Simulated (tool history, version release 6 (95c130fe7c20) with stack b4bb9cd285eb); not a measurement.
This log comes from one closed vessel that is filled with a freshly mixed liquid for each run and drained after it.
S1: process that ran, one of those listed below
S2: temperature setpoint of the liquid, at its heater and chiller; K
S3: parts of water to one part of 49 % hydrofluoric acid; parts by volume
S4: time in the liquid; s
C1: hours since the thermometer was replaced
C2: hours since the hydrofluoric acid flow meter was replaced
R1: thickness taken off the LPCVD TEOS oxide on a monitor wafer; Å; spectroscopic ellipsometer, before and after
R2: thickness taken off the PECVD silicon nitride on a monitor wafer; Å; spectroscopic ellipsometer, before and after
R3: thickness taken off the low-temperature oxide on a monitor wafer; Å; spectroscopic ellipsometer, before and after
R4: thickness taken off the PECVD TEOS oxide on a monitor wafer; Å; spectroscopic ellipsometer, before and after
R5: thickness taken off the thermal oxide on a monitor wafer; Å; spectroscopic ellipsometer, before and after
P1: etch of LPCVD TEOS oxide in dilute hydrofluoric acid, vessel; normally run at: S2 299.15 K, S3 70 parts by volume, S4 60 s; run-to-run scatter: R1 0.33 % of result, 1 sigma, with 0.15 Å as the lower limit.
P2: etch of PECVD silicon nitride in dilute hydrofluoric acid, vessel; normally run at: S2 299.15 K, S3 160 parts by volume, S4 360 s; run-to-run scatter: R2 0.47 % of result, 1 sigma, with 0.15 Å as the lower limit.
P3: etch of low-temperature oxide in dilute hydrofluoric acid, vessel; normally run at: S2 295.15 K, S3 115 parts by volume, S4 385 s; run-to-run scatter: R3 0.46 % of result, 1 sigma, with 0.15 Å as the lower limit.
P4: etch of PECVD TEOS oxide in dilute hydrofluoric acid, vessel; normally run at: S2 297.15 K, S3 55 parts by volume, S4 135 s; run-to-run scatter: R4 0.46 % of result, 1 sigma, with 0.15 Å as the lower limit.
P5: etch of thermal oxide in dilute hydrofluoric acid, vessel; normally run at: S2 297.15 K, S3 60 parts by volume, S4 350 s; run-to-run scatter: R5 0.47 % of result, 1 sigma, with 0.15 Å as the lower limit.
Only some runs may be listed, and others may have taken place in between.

| run | hour | S1 | S2 | S3 | S4 | C1 | C2 | R1 | R2 | R3 | R4 | R5 |
|---|---|---|---|---|---|---|---|---|---|---|---|---|
| 1 | 14.6 | P1 | 299.15 | 70 | 60 | 1140.1 | 400.5 | 380.41 |  |  |  |  |
| 2 | 22.2 | P2 | 299.15 | 160 | 100 | 1147.7 | 408.1 |  | 13.404 |  |  |  |
| 3 | 32 | P1 | 303.15 | 70 | 60 | 1157.5 | 417.9 | 445.74 |  |  |  |  |
| 4 | 43.3 | P3 | 291.15 | 115 | 385 | 1168.8 | 429.2 |  |  | 420.84 |  |  |
| 5 | 56.8 | P4 | 297.15 | 55 | 135 | 1182.3 | 442.7 |  |  |  | 328.97 |  |
| 6 | 70.7 | P5 | 297.15 | 60 | 350 | 1196.2 | 456.6 |  |  |  |  | 294.92 |
| 7 | 81.2 | P1 | 299.15 | 70 | 105 | 1206.7 | 467.1 | 667.29 |  |  |  |  |
| 8 | 89.1 | P1 | 299.15 | 70 | 60 | 1214.6 | 475 | 383.59 |  |  |  |  |
| 9 | 97.1 | P1 | 299.15 | 70 | 60 | 1222.6 | 483 | 381.62 |  |  |  |  |
| 10 | 106.3 | P5 | 303.65 | 60 | 350 | 1231.8 | 492.2 |  |  |  |  | 383.01 |
| 11 | 115.2 | P1 | 299.15 | 105 | 60 | 1240.7 | 501.1 | 241.64 |  |  |  |  |
| 12 | 124.9 | P4 | 304.15 | 55 | 135 | 1250.4 | 510.8 |  |  |  | 432.17 |  |
| 13 | 133.2 | P2 | 299.15 | 160 | 360 | 1258.7 | 519.1 |  | 47.295 |  |  |  |
| 14 | 142.6 | P4 | 297.15 | 55 | 200 | 1268.1 | 528.5 |  |  |  | 482.91 |  |
| 15 | 149.6 | P1 | 299.15 | 25 | 90 | 1275.1 | 535.5 | 1703.3 |  |  |  |  |
| 16 | 164.8 | P1 | 294.65 | 70 | 60 | 1290.3 | 550.7 | 317.67 |  |  |  |  |
| 17 | 179.5 | P3 | 295.15 | 115 | 385 | 1305 | 565.4 |  |  | 489.57 |  |  |
| 18 | 186.4 | P2 | 299.15 | 290 | 360 | 1311.9 | 572.3 |  | 26.275 |  |  |  |
| 19 | 197.5 | P1 | 299.15 | 95 | 30 | 1323 | 583.4 | 136.34 |  |  |  |  |
| 20 | 208.4 | P5 | 297.15 | 20 | 350 | 1333.9 | 594.3 |  |  |  |  | 939.44 |
| 21 | 217.6 | P1 | 299.15 | 70 | 60 | 1343.1 | 603.5 | 379.87 |  |  |  |  |
| 22 | 227.2 | P1 | 299.15 | 35 | 90 | 1352.7 | 613.1 | 1205.5 |  |  |  |  |
| 23 | 236.9 | P4 | 297.15 | 105 | 135 | 1362.4 | 622.8 |  |  |  | 160.5 |  |
| 24 | 243.6 | P1 | 299.15 | 35 | 60 | 1369.1 | 629.5 | 794.55 |  |  |  |  |
| 25 | 257.1 | P5 | 297.15 | 60 | 350 | 1382.6 | 643 |  |  |  |  | 296.71 |

Expected results for the next run?
| 26 | 269.1 | P3 | 295.15 | 115 | 385 | 1394.6 | 655 |  |  | ? |  |  |

Logged for run 26: R3 493.68 Å.
